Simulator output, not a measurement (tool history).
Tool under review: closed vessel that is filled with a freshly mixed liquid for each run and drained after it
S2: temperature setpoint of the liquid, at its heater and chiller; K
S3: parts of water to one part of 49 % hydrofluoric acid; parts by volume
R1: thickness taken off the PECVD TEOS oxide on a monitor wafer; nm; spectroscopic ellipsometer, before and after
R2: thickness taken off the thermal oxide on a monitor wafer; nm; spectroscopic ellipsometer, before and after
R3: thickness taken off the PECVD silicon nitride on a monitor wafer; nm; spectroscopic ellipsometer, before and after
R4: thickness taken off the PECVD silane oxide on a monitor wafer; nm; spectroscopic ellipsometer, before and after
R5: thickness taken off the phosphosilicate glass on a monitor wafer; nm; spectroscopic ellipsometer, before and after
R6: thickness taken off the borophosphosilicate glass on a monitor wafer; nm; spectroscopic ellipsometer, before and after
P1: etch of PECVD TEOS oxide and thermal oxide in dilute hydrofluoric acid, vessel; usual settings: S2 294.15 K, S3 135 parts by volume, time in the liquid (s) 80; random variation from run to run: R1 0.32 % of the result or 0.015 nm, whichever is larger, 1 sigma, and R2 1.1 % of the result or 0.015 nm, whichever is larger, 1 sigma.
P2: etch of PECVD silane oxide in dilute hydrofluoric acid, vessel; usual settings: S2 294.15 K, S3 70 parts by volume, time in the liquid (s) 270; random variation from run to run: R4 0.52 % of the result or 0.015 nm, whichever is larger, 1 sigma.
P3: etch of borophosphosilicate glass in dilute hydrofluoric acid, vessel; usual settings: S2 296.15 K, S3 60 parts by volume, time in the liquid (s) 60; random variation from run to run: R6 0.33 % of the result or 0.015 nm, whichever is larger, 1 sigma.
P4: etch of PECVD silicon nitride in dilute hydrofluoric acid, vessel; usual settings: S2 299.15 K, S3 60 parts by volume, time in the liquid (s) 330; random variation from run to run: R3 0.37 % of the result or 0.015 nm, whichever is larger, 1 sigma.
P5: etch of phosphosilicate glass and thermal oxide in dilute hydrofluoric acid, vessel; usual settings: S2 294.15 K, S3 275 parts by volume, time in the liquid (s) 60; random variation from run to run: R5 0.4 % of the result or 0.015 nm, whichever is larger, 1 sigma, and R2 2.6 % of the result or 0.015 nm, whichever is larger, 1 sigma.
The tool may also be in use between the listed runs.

Run 1, hour 15.5: process that ran P1, S2 294.15 K, S3 135 parts by volume, time in the liquid (s) 80. Result: R1 6.5921 nm, R2 2.4258 nm.
Run 2, hour 23.7: process that ran P1, S2 294.15 K, S3 215 parts by volume, time in the liquid (s) 80. Result: R1 3.8002 nm, R2 1.3636 nm.
Run 3, hour 35.1: process that ran P4, S2 299.15 K, S3 60 parts by volume, time in the liquid (s) 30. Result: R3 3.1785 nm.
Run 4, hour 45.1: process that ran P2, S2 294.15 K, S3 70 parts by volume, time in the liquid (s) 30. Result: R4 5.9786 nm.
Run 5, hour 58.3: process that ran P1, S2 294.15 K, S3 135 parts by volume, time in the liquid (s) 80. Result: R1 6.5826 nm, R2 2.479 nm.
Run 6, hour 70.1: process that ran P4, S2 299.15 K, S3 25 parts by volume, time in the liquid (s) 330. Result: R3 81.927 nm.
Run 7, hour 79.4: process that ran P1, S2 294.15 K, S3 135 parts by volume, time in the liquid (s) 80. Result: R1 6.5599 nm, R2 2.4707 nm.
Run 8, hour 91.6: process that ran P1, S2 294.15 K, S3 135 parts by volume, time in the liquid (s) 30. Result: R1 2.4665 nm, R2 0.93833 nm.
Run 9, hour 105.2: process that ran P5, S2 294.15 K, S3 275 parts by volume, time in the liquid (s) 30. Result: R2 0.37343 nm, R5 7.407 nm.
Run 10, hour 117.2: process that ran P5, S2 294.15 K, S3 160 parts by volume, time in the liquid (s) 60. Result: R2 1.4429 nm, R5 28.636 nm.
Run 11, hour 131.2: process that ran P1, S2 294.15 K, S3 75 parts by volume, time in the liquid (s) 35. Result: R1 5.5159 nm, R2 2.0923 nm.
Run 12, hour 147: process that ran P4, S2 299.15 K, S3 60 parts by volume, time in the liquid (s) 330. Result: R3 35.134 nm.
Run 13, hour 155.8: process that ran P3, S2 291.65 K, S3 60 parts by volume, time in the liquid (s) 60. Result: R6 54.527 nm.
Run 14, hour 167.5: process that ran P5, S2 290.15 K, S3 275 parts by volume, time in the liquid (s) 60. Result: R2 0.62179 nm, R5 12.851 nm.
Run 15, hour 182.9: process that ran P3, S2 296.15 K, S3 60 parts by volume, time in the liquid (s) 30. Result: R6 33.094 nm.
Run 16, hour 192.2: process that ran P2, S2 290.15 K, S3 70 parts by volume, time in the liquid (s) 270. Result: R4 45.348 nm.
Run 17, hour 205.2: process that ran P3, S2 296.15 K, S3 90 parts by volume, time in the liquid (s) 60. Result: R6 42.531 nm.
Run 18, hour 219.1: process that ran P1, S2 294.15 K, S3 135 parts by volume, time in the liquid (s) 150. Result: R1 12.313 nm, R2 4.6378 nm.
Run 19, hour 228.1: process that ran P5, S2 294.15 K, S3 275 parts by volume, time in the liquid (s) 60. Result: R2 0.76341 nm, R5 14.851 nm.
Run 20, hour 238.8: process that ran P2, S2 294.15 K, S3 130 parts by volume, time in the liquid (s) 270. Result: R4 27.377 nm.
Run 21, hour 254.5: process that ran P1, S2 294.15 K, S3 40 parts by volume, time in the liquid (s) 80. Result: R1 24.694 nm, R2 9.3648 nm.
Run 22, hour 265.2: process that ran P3, S2 296.15 K, S3 60 parts by volume, time in the liquid (s) 60. Result: R6 65.985 nm.
Run 23, hour 277.5: process that ran P1, S2 290.15 K, S3 135 parts by volume, time in the liquid (s) 80. Result: R1 5.5824 nm, R2 2.0934 nm.
Run 24, hour 291.4: process that ran P2, S2 294.15 K, S3 70 parts by volume, time in the liquid (s) 270. Result: R4 53.967 nm.
Run 25, hour 298.8: process that ran P1, S2 294.15 K, S3 135 parts by volume, time in the liquid (s) 80. Result: R1 6.5971 nm, R2 2.437 nm.
Run 26, hour 308.9: process that ran P1, S2 294.15 K, S3 135 parts by volume, time in the liquid (s) 80. Result: R1 6.5638 nm, R2 2.4273 nm.
Run 27, hour 321.2: process that ran P4, S2 293.65 K, S3 60 parts by volume, time in the liquid (s) 330. Result: R3 23.949 nm.
Run 28, hour 334: process that ran P1, S2 298.65 K, S3 135 parts by volume, time in the liquid (s) 80. Result: R1 7.8429 nm, R2 3.0156 nm.
Run 29, hour 343.1: process that ran P1, S2 294.15 K, S3 135 parts by volume, time in the liquid (s) 80. Result: R1 6.6221 nm, R2 2.4943 nm.
Run 30, hour 350.4: process that ran P1, S2 294.15 K, S3 135 parts by volume, time in the liquid (s) 80. Result: R1 6.3981 nm, R2 2.3489 nm.
Run 31, hour 362: process that ran P1, S2 294.15 K, S3 135 parts by volume, time in the liquid (s) 80. Result: R1 6.2069 nm, R2 2.2926 nm.
Run 32, hour 374.9: process that ran P1, S2 294.15 K, S3 135 parts by volume, time in the liquid (s) 80. Result: R1 6.1244 nm, R2 2.2324 nm.
Run 33, hour 389.9: process that ran P1, S2 294.15 K, S3 135 parts by volume, time in the liquid (s) 80. Result: R1 6.0474 nm, R2 2.2291 nm.
Run 34, hour 400.6: process that ran P1, S2 294.15 K, S3 135 parts by volume, time in the liquid (s) 80. Result: R1 6.0012 nm, R2 2.2175 nm.

Estimate the outcome of run 35 from the log above:
Run 35, hour 408.3: process that ran P1, S2 294.15 K, S3 135 parts by volume, time in the liquid (s) 80. Result: R1 ?, R2 ?.

{"run 35": {"R1": 5.9621, "R2": 2.1703}}

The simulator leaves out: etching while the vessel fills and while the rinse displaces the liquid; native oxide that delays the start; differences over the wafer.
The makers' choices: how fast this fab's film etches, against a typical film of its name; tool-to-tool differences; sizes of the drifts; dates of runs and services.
